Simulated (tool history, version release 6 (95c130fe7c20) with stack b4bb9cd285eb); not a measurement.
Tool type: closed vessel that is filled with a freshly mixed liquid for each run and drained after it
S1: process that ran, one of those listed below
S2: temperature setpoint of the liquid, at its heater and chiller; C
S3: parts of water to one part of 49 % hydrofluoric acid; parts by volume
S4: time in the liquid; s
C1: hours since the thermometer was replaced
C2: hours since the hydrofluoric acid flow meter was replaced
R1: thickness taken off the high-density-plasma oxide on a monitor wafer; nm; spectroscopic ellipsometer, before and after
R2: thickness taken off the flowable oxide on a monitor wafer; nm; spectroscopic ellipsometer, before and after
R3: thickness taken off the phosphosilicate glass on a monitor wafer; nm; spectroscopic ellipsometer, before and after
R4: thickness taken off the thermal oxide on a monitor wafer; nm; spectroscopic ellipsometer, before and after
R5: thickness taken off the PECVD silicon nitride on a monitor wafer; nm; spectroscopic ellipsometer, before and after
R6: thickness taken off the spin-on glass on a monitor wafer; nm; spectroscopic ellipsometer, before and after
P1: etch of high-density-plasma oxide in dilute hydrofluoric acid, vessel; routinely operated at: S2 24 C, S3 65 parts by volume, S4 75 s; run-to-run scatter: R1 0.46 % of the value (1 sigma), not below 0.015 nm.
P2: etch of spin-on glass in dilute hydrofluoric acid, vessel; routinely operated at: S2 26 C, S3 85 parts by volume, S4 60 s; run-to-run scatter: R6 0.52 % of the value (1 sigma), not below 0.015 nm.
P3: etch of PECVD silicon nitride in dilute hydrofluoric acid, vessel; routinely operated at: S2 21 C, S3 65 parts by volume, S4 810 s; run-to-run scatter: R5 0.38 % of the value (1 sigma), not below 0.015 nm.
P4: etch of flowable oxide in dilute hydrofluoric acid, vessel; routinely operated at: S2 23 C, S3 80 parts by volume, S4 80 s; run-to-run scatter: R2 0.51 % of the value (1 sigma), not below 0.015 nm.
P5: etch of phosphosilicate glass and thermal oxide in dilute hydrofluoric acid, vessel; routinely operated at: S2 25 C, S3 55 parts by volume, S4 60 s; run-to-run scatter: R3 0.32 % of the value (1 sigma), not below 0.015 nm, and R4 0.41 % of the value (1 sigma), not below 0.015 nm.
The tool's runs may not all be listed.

Run 1, hour 10.1: S1 P1, S2 24 C, S3 65 parts by volume, S4 75 s; C1 280.8; C2 398.5. Result: R1 6.075 nm.
Run 2, hour 17.5: S1 P4, S2 23 C, S3 80 parts by volume, S4 80 s; C1 288.2; C2 405.9. Result: R2 37.539 nm.
Run 3, hour 27.3: S1 P5, S2 25 C, S3 55 parts by volume, S4 30 s; C1 298; C2 415.7. Result: R3 65.352 nm, R4 3.0228 nm.
Run 4, hour 37.2: S1 P1, S2 24 C, S3 35 parts by volume, S4 75 s; C1 307.9; C2 425.6. Result: R1 11.731 nm.
Run 5, hour 46.5: S1 P1, S2 24 C, S3 65 parts by volume, S4 75 s; C1 317.2; C2 434.9. Result: R1 6.0777 nm.
Run 6, hour 52.2: S1 P1, S2 24 C, S3 65 parts by volume, S4 75 s; C1 322.9; C2 440.6. Result: R1 6.0606 nm.
Run 7, hour 58.9: S1 P5, S2 17.5 C, S3 55 parts by volume, S4 60 s; C1 329.6; C2 447.3. Result: R3 95.366 nm, R4 4.367 nm.
Run 8, hour 69: S1 P4, S2 23 C, S3 80 parts by volume, S4 115 s; C1 339.7; C2 457.4. Result: R2 53.32 nm.
Run 9, hour 74.1: S1 P5, S2 25 C, S3 55 parts by volume, S4 60 s; C1 344.8; C2 462.5. Result: R3 131.26 nm, R4 5.9496 nm.
Run 10, hour 81.6: S1 P1, S2 28.5 C, S3 65 parts by volume, S4 75 s; C1 352.3; C2 470. Result: R1 7.2552 nm.
Run 11, hour 86.6: S1 P3, S2 21 C, S3 110 parts by volume, S4 810 s; C1 357.3; C2 475. Result: R5 10.156 nm.
Run 12, hour 96.1: S1 P1, S2 31.5 C, S3 35 parts by volume, S4 75 s; C1 366.8; C2 484.5. Result: R1 15.87 nm.
Run 13, hour 103.8: S1 P1, S2 24 C, S3 65 parts by volume, S4 125 s; C1 374.5; C2 492.2. Result: R1 10.04 nm.
Run 14, hour 110: S1 P1, S2 30.5 C, S3 90 parts by volume, S4 75 s; C1 380.7; C2 498.4. Result: R1 5.499 nm.
Run 15, hour 120.5: S1 P2, S2 26 C, S3 85 parts by volume, S4 60 s; C1 391.2; C2 508.9. Result: R6 34.319 nm.
Run 16, hour 129: S1 P5, S2 25 C, S3 20 parts by volume, S4 60 s; C1 399.7; C2 517.4. Result: R3 375.5 nm, R4 17.28 nm.
Run 17, hour 138.4: S1 P1, S2 20 C, S3 65 parts by volume, S4 75 s; C1 409.1; C2 526.8. Result: R1 5.1685 nm.
Run 18, hour 143.1: S1 P1, S2 24 C, S3 65 parts by volume, S4 75 s; C1 413.8; C2 531.5. Result: R1 6.0924 nm.
Run 19, hour 147.9: S1 P2, S2 26 C, S3 85 parts by volume, S4 60 s; C1 418.6; C2 536.3. Result: R6 34.043 nm.
At hour 148.7: hydrofluoric acid flow meter replaced.
Run 20, hour 152.8: S1 P4, S2 17.5 C, S3 80 parts by volume, S4 80 s; C1 423.5; C2 4.1. Result: R2 29.525 nm.
Run 21, hour 161.6: S1 P1, S2 24 C, S3 65 parts by volume, S4 75 s; C1 432.3; C2 12.9. Result: R1 6.0362 nm.
Run 22, hour 172.2: S1 P3, S2 24.5 C, S3 65 parts by volume, S4 810 s; C1 442.9; C2 23.5. Result: R5 21.368 nm.
Run 23, hour 179.9: S1 P2, S2 26 C, S3 145 parts by volume, S4 60 s; C1 450.6; C2 31.2. Result: R6 18.344 nm.
Run 24, hour 188.3: S1 P2, S2 33 C, S3 85 parts by volume, S4 60 s; C1 459; C2 39.6. Result: R6 44.758 nm.
Run 25, hour 198.9: S1 P1, S2 24 C, S3 65 parts by volume, S4 75 s; C1 469.6; C2 50.2. Result: R1 5.9986 nm.
Run 26, hour 206.3: S1 P5, S2 25 C, S3 55 parts by volume, S4 60 s; C1 477; C2 57.6. Result: R3 130.96 nm, R4 6.0033 nm.
Run 27, hour 212.1: S1 P1, S2 24 C, S3 65 parts by volume, S4 75 s; C1 482.8; C2 63.4. Result: R1 6.0608 nm.
Run 28, hour 219.3: S1 P1, S2 30 C, S3 65 parts by volume, S4 30 s; C1 490; C2 70.6. Result: R1 3.0742 nm.
Run 29, hour 228.5: S1 P4, S2 23 C, S3 125 parts by volume, S4 80 s; C1 499.2; C2 79.8. Result: R2 22.576 nm.
Run 30, hour 236.6: S1 P1, S2 24 C, S3 65 parts by volume, S4 30 s; C1 507.3; C2 87.9. Result: R1 2.4301 nm.
Run 31, hour 246.4: S1 P1, S2 24 C, S3 90 parts by volume, S4 75 s; C1 517.1; C2 97.7. Result: R1 4.2412 nm.
Run 32, hour 251.9: S1 P2, S2 26 C, S3 85 parts by volume, S4 115 s; C1 522.6; C2 103.2. Result: R6 65.217 nm.
Run 33, hour 262.6: S1 P3, S2 21 C, S3 65 parts by volume, S4 810 s; C1 533.3; C2 113.9. Result: R5 17.098 nm.
Run 34, hour 269.9: S1 P3, S2 21 C, S3 65 parts by volume, S4 1405 s; C1 540.6; C2 121.2. Result: R5 29.712 nm.
Run 35, hour 278.4: S1 P1, S2 24 C, S3 65 parts by volume, S4 75 s; C1 549.1; C2 129.7. Result: R1 6.0505 nm.
Run 36, hour 284.4: S1 P1, S2 24 C, S3 65 parts by volume, S4 75 s; C1 555.1; C2 135.7. Result: R1 6.2301 nm.
Run 37, hour 291: S1 P1, S2 24 C, S3 65 parts by volume, S4 75 s; C1 561.7; C2 142.3. Result: R1 6.4277 nm.
Run 38, hour 298.7: S1 P1, S2 24 C, S3 65 parts by volume, S4 75 s; C1 569.4; C2 150. Result: R1 6.3954 nm.
Run 39, hour 308.3: S1 P1, S2 24 C, S3 65 parts by volume, S4 75 s; C1 579; C2 159.6. Result: R1 6.5314 nm.
Run 40, hour 313.3: S1 P1, S2 24 C, S3 65 parts by volume, S4 75 s; C1 584; C2 164.6. Result: R1 6.5865 nm.
Run 41, hour 319.2: S1 P1, S2 24 C, S3 65 parts by volume, S4 75 s; C1 589.9; C2 170.5. Result: R1 6.5289 nm.
Run 42, hour 329.3: S1 P1, S2 24 C, S3 65 parts by volume, S4 75 s; C1 600; C2 180.6. Result: R1 6.5946 nm.
Run 43, hour 339.5: S1 P1, S2 24 C, S3 65 parts by volume, S4 75 s; C1 610.2; C2 190.8. Result: R1 6.5589 nm.

Predict the results of run 44:
Run 44, hour 345.1: S1 P1, S2 24 C, S3 65 parts by volume, S4 75 s; C1 615.8; C2 196.4. Result: R1 ?.

{"run 44": {"R1": 6.6639}}
